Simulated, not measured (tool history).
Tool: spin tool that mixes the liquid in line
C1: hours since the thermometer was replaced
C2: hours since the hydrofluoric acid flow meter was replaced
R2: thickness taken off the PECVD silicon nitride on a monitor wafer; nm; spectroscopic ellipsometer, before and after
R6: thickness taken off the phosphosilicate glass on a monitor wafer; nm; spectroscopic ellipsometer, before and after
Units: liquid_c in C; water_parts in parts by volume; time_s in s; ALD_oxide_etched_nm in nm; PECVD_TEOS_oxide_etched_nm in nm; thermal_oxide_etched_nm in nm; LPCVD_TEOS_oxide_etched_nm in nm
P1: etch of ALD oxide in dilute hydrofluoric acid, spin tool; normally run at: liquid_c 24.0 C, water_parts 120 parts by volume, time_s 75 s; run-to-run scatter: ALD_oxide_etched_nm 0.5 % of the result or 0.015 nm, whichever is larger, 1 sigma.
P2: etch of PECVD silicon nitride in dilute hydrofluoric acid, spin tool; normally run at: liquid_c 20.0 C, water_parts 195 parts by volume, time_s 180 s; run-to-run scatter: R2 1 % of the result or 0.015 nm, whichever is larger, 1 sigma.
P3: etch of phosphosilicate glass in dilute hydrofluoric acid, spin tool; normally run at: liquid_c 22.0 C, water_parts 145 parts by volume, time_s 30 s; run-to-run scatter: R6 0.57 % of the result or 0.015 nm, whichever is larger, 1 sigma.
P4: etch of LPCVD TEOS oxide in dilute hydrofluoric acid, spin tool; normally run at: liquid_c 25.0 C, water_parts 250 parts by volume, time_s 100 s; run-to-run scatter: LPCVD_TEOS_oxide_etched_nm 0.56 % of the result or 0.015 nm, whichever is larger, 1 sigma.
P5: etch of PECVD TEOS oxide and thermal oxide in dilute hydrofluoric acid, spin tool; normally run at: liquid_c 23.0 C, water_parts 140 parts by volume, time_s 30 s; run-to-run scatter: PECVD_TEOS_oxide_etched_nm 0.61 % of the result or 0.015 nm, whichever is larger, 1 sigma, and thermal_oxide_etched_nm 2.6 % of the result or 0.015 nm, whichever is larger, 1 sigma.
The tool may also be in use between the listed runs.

Run 1, day 0.283: process P1, liquid_c 24.0 C, water_parts 120 parts by volume, time_s 75 s; C1 477.1; C2 619.1. Result: ALD_oxide_etched_nm 8.5714 nm.
Run 2, day 0.529: process P1, liquid_c 24.0 C, water_parts 75 parts by volume, time_s 75 s; C1 483.0; C2 625.0. Result: ALD_oxide_etched_nm 14.5490 nm.
Run 3, day 0.725: process P2, liquid_c 20.0 C, water_parts 195 parts by volume, time_s 15 s; C1 487.7; C2 629.7. Result: R2 0.16831 nm.
At day 0.842: thermometer replaced.
Run 4, day 0.875: process P1, liquid_c 24.0 C, water_parts 120 parts by volume, time_s 75 s; C1 0.9; C2 633.3. Result: ALD_oxide_etched_nm 8.6661 nm.
Run 5, day 1.071: process P5, liquid_c 23.0 C, water_parts 60 parts by volume, time_s 30 s; C1 5.6; C2 638.0. Result: PECVD_TEOS_oxide_etched_nm 13.3100 nm, thermal_oxide_etched_nm 2.48450 nm.
Run 6, day 1.371: process P2, liquid_c 20.0 C, water_parts 195 parts by volume, time_s 180 s; C1 12.8; C2 645.2. Result: R2 2.04200 nm.
Run 7, day 1.646: process P2, liquid_c 20.0 C, water_parts 110 parts by volume, time_s 180 s; C1 19.4; C2 651.8. Result: R2 3.56220 nm.
Run 8, day 1.867: process P1, liquid_c 24.0 C, water_parts 40 parts by volume, time_s 115 s; C1 24.7; C2 657.1. Result: ALD_oxide_etched_nm 43.1890 nm.
Run 9, day 2.167: process P2, liquid_c 27.5 C, water_parts 195 parts by volume, time_s 180 s; C1 31.9; C2 664.3. Result: R2 3.34780 nm.
Run 10, day 2.462: process P1, liquid_c 19.5 C, water_parts 120 parts by volume, time_s 75 s; C1 39.0; C2 671.4. Result: ALD_oxide_etched_nm 7.0854 nm.
Run 11, day 2.608: process P5, liquid_c 23.0 C, water_parts 140 parts by volume, time_s 30 s; C1 42.5; C2 674.9. Result: PECVD_TEOS_oxide_etched_nm 5.1350 nm, thermal_oxide_etched_nm 0.91424 nm.
Run 12, day 2.921: process P4, liquid_c 31.0 C, water_parts 250 parts by volume, time_s 100 s; C1 50.0; C2 682.4. Result: LPCVD_TEOS_oxide_etched_nm 7.50080 nm.
Run 13, day 3.121: process P3, liquid_c 22.0 C, water_parts 145 parts by volume, time_s 30 s; C1 54.8; C2 687.2. Result: R6 21.715 nm.
Run 14, day 3.288: process P3, liquid_c 22.0 C, water_parts 145 parts by volume, time_s 15 s; C1 58.8; C2 691.2. Result: R6 10.797 nm.
Run 15, day 3.496: process P2, liquid_c 20.0 C, water_parts 195 parts by volume, time_s 180 s; C1 63.8; C2 696.2. Result: R2 2.06240 nm.
Run 16, day 3.642: process P1, liquid_c 24.0 C, water_parts 185 parts by volume, time_s 75 s; C1 67.3; C2 699.7. Result: ALD_oxide_etched_nm 5.2099 nm.
Run 17, day 3.812: process P1, liquid_c 24.0 C, water_parts 120 parts by volume, time_s 25 s; C1 71.4; C2 703.8. Result: ALD_oxide_etched_nm 2.8685 nm.
Run 18, day 3.958: process P1, liquid_c 31.0 C, water_parts 120 parts by volume, time_s 75 s; C1 74.9; C2 707.3. Result: ALD_oxide_etched_nm 11.0590 nm.
Run 19, day 4.225: process P5, liquid_c 31.5 C, water_parts 140 parts by volume, time_s 30 s; C1 81.3; C2 713.7. Result: PECVD_TEOS_oxide_etched_nm 7.0477 nm, thermal_oxide_etched_nm 1.30880 nm.
Run 20, day 4.400: process P1, liquid_c 24.0 C, water_parts 75 parts by volume, time_s 40 s; C1 85.5; C2 717.9. Result: ALD_oxide_etched_nm 7.7725 nm.
Run 21, day 4.629: process P4, liquid_c 25.0 C, water_parts 250 parts by volume, time_s 100 s; C1 91.0; C2 723.4. Result: LPCVD_TEOS_oxide_etched_nm 6.04010 nm.
Run 22, day 4.862: process P1, liquid_c 24.0 C, water_parts 120 parts by volume, time_s 115 s; C1 96.6; C2 729.0. Result: ALD_oxide_etched_nm 13.1410 nm.
Run 23, day 5.046: process P1, liquid_c 24.0 C, water_parts 120 parts by volume, time_s 75 s; C1 101.0; C2 733.4. Result: ALD_oxide_etched_nm 8.6233 nm.
Run 24, day 5.300: process P5, liquid_c 23.0 C, water_parts 140 parts by volume, time_s 30 s; C1 107.1; C2 739.5. Result: PECVD_TEOS_oxide_etched_nm 5.1412 nm, thermal_oxide_etched_nm 0.98195 nm.
Run 25, day 5.567: process P3, liquid_c 22.0 C, water_parts 230 parts by volume, time_s 30 s; C1 113.5; C2 745.9. Result: R6 12.413 nm.
Run 26, day 5.796: process P1, liquid_c 24.0 C, water_parts 120 parts by volume, time_s 75 s; C1 119.0; C2 751.4. Result: ALD_oxide_etched_nm 8.6708 nm.
Run 27, day 6.058: process P3, liquid_c 26.0 C, water_parts 145 parts by volume, time_s 30 s; C1 125.3; C2 757.7. Result: R6 25.031 nm.
Run 28, day 6.279: process P5, liquid_c 23.0 C, water_parts 140 parts by volume, time_s 15 s; C1 130.6; C2 763.0. Result: PECVD_TEOS_oxide_etched_nm 2.5651 nm, thermal_oxide_etched_nm 0.45495 nm.
Run 29, day 6.546: process P4, liquid_c 25.0 C, water_parts 150 parts by volume, time_s 100 s; C1 137.0; C2 769.4. Result: LPCVD_TEOS_oxide_etched_nm 11.26500 nm.
Run 30, day 6.850: process P4, liquid_c 25.0 C, water_parts 250 parts by volume, time_s 15 s; C1 144.3; C2 776.7. Result: LPCVD_TEOS_oxide_etched_nm 0.87591 nm.

Run 31 comes next. What will it give?
Run 31, day 7.000: process P1, liquid_c 24.0 C, water_parts 120 parts by volume, time_s 75 s; C1 147.9; C2 780.3. Result: ALD_oxide_etched_nm ?.

ALD_oxide_etched_nm: 8.6263 nm

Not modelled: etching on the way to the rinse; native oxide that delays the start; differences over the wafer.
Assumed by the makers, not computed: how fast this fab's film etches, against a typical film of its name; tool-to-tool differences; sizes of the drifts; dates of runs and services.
